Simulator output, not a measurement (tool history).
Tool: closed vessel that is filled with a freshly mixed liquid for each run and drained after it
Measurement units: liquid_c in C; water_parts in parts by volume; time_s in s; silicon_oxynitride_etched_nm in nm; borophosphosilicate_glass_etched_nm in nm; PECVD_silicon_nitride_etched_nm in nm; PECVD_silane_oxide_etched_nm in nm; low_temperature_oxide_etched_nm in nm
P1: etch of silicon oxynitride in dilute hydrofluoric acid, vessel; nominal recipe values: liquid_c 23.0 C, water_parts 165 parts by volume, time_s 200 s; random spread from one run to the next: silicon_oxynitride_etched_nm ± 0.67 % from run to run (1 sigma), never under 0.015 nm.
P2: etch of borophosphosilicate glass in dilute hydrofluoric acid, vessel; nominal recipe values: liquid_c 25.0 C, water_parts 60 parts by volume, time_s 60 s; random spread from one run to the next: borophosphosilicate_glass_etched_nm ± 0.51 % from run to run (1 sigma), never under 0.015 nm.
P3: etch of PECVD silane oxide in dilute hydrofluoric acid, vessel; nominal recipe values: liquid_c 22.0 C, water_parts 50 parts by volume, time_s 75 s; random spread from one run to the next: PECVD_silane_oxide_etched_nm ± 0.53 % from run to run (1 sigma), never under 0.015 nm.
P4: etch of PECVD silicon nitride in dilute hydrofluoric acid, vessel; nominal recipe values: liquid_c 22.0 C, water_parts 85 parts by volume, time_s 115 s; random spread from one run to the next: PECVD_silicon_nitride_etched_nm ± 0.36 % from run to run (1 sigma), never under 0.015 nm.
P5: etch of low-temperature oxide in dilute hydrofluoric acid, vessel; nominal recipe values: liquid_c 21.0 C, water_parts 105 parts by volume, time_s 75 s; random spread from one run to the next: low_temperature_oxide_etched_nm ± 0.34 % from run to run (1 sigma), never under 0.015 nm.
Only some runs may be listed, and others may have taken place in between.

run,hour,process,liquid_c,water_parts,time_s,hours since the thermometer was replaced,hours since the hydrofluoric acid flow meter was replaced,silicon_oxynitride_etched_nm,borophosphosilicate_glass_etched_nm,PECVD_silicon_nitride_etched_nm,PECVD_silane_oxide_etched_nm,low_temperature_oxide_etched_nm
1,5.8,P1,23.0,165,200,378.0,608.9,4.16880,,,,
2,13.1,P1,23.0,165,60,385.3,616.2,1.26780,,,,
3,19.9,P2,25.0,60,100,392.1,623.0,,53.243,,,
4,28.1,P4,22.0,85,205,400.3,631.2,,,10.0400,,
5,32.5,P2,25.0,25,60,404.7,635.6,,80.147,,,
6,36.8,P3,17.0,50,75,409.0,639.9,,,,24.887,
7,42.8,P1,23.0,225,200,415.0,645.9,2.92780,,,,
8,48.9,P2,25.0,60,60,421.1,652.0,,31.744,,,
9,56.5,P4,22.0,85,115,428.7,659.6,,,5.6061,,
10,65.0,P1,23.0,165,200,437.2,668.1,4.15290,,,,
11,70.3,P5,25.0,105,75,442.5,673.4,,,,,17.085
12,78.6,P1,23.0,90,200,450.8,681.7,8.11870,,,,
13,83.1,P1,26.5,165,30,455.3,686.2,0.73346,,,,
14,89.7,P1,23.0,165,200,461.9,692.8,4.17880,,,,
15,95.6,P1,23.0,165,350,467.8,698.7,7.24620,,,,
16,104.3,P1,23.0,280,80,476.5,707.4,0.91568,,,,
17,111.8,P4,22.0,45,115,484.0,714.9,,,10.4980,,
18,116.9,P3,22.0,50,75,489.1,720.0,,,,31.247,
19,121.7,P4,25.5,85,115,493.9,724.8,,,7.1006,,
20,128.4,P1,17.0,165,200,500.6,731.5,3.13970,,,,
21,134.6,P5,21.0,105,75,506.8,737.7,,,,,14.444
22,141.2,P1,23.0,165,200,513.4,744.3,4.15910,,,,
23,145.8,P1,17.0,225,200,518.0,748.9,2.22370,,,,
24,153.8,P5,21.0,105,75,526.0,756.9,,,,,14.424
25,158.5,P4,22.0,85,115,530.7,761.6,,,5.5962,,
26,165.6,P3,22.0,20,75,537.8,768.7,,,,80.260,
27,174.0,P5,21.0,105,145,546.2,777.1,,,,,28.042
28,182.8,P5,21.0,40,75,555.0,785.9,,,,,40.994
29,187.8,P3,22.0,50,75,560.0,790.9,,,,31.256,
30,195.0,P2,31.0,60,60,567.2,798.1,,40.640,,,
31,202.0,P1,30.5,165,200,574.2,805.1,5.85010,,,,
32,206.9,P3,22.0,50,30,579.1,810.0,,,,12.578,
33,215.2,P1,23.0,165,200,587.4,818.3,4.13790,,,,
34,222.2,P1,23.0,165,200,594.4,825.3,4.23710,,,,
35,230.6,P1,23.0,165,200,602.8,833.7,3.99840,,,,
36,239.8,P1,23.0,165,200,612.0,842.9,3.95510,,,,
37,245.8,P1,23.0,165,200,618.0,848.9,3.94040,,,,
38,251.1,P1,23.0,165,200,623.3,854.2,3.94180,,,,
39,256.3,P1,23.0,165,200,628.5,859.4,3.93420,,,,
40,261.6,P1,23.0,165,200,633.8,864.7,3.92360,,,,
41,270.5,P1,23.0,165,200,642.7,873.6,3.90110,,,,
42,277.7,P1,23.0,165,200,649.9,880.8,3.86750,,,,

The output of P1 has drifted from where it used to be. Each of the 2 causes below, taken at the size shown beside it, accounts for the log equally well:
A: hydrofluoric acid flow below the setpoint (%) = 5.56
B: liquid colder than its thermometer reads (K) = 1.4
The process output started creeping at around hour 222.2.

4 check runs are offered, one wafer each, their results left as question marks. Which one tells the causes apart?
check 1,284.9,P5,21.0,105,75,,,,,,,?
check 2,284.9,P2,25.0,60,60,,,,?,,,
check 3,284.9,P4,22.0,85,115,,,,,?,,
check 4,284.9,P3,22.0,50,75,,,,,,?,

Outcome of each check run for each possible cause:
check,result,if A,if B
check 1,low_temperature_oxide_etched_nm,13.586,13.681
check 2,borophosphosilicate_glass_etched_nm,29.852,29.998
check 3,PECVD_silicon_nitride_etched_nm,5.3201,5.1175
check 4,PECVD_silane_oxide_etched_nm,29.371,29.429
Smallest distance between any two causes, each pair judged by its most separating result, in per cent: check 1 0.7 %; check 2 0.49 %; check 3 3.88 %; check 4 0.2 %
The other checks would show nearly matching results whichever cause is true, so check 3 is the only one that separates the causes.

After running check 3, the following was obtained: PECVD_silicon_nitride_etched_nm 5.3446 nm. Which cause does this point to?

A is the cause: hydrofluoric acid flow below the setpoint (%).

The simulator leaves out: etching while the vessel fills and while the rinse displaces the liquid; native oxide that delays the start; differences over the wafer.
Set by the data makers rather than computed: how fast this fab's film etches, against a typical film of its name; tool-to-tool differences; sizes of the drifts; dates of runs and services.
